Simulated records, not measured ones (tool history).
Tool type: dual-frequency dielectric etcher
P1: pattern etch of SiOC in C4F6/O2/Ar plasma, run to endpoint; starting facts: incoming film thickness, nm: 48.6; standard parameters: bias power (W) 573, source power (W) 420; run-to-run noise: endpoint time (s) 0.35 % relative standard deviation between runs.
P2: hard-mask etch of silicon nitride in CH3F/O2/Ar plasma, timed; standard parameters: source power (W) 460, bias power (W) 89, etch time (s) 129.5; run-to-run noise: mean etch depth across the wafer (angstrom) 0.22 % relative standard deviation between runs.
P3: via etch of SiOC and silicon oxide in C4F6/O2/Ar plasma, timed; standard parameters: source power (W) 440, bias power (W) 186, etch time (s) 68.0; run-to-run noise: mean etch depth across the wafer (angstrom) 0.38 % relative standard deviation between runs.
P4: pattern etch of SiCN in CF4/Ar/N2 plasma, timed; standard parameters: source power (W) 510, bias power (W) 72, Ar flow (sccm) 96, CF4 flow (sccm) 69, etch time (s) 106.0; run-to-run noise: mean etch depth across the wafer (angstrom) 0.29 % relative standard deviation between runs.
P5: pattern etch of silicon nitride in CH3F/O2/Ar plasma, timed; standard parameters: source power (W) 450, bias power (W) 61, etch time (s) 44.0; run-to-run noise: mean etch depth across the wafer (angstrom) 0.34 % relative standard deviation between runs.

run   hour  process that ran  bias power (W)  source power (W)  etch time (s)  Ar flow (sccm)  CF4 flow (sccm)  endpoint time (s)  mean etch depth across the wafer (angstrom)
  1    4.7                P1             573               420                                                             15.114
  2    8.7                P1             364               320                                                             19.864
  3   13.5                P3             186               440           68.0                                                                                           806.34
  4   16.0                P2              89               460          129.5                                                                                          1024.50
  5   21.0                P3             186               560           68.0                                                                                           878.30
  6   25.4                P3             147               440           68.0                                                                                           747.73
  7   28.8                P1             708               520                                                             12.941
  8   31.8                P2              89               650          129.5                                                                                          1166.90
  9   35.9                P4              72               510          106.0              96               89                                                         1067.50
 10   39.1                P4              72               510          138.0              96               69                                                         1336.70
 11   41.5                P5              75               450           44.0                                                                                           338.46
 12   44.1                P4              72               700          106.0              96               69                                                         1369.30
 13   46.4                P1             573               420                                                             15.176
 14   50.0                P5              61               450           44.0                                                                                           313.26
 15   53.7                P1             799               420                                                             13.420
 16   58.5                P1             573               420                                                             15.165
 17   61.5                P1             573               420                                                             15.163
 18   64.1                P5              61               450           27.0                                                                                           193.17
 19   67.3                P1             573               520                                                             14.074
 20   72.2                P2              89               460          129.5                                                                                          1021.60
 21   76.8                P4              56               510          106.0              96               69                                                          946.69
 22   80.4                P4              72               510          106.0             131               69                                                          983.61
 23   84.7                P5              61               590           44.0                                                                                           350.25
 24   88.3                P4              72               510          106.0              96               69                                                         1035.60
 25   92.4                P1             415               580                                                             15.241
 26   95.7                P3             186               440           92.5                                                                                          1096.30
 27   98.8                P1             400               420                                                             17.409
 28  101.9                P1             573               420                                                             15.220
 29  106.8                P1             573               320                                                             16.809
 30  111.5                P2              89               460           76.5                                                                                           604.64
 31  114.4                P2              71               460          129.5                                                                                           948.60

Run 32 is up next; what results do you expect?
 32  118.4                P1             573               420                                                                  ?

Run 32 gave endpoint time (s) 15.204.
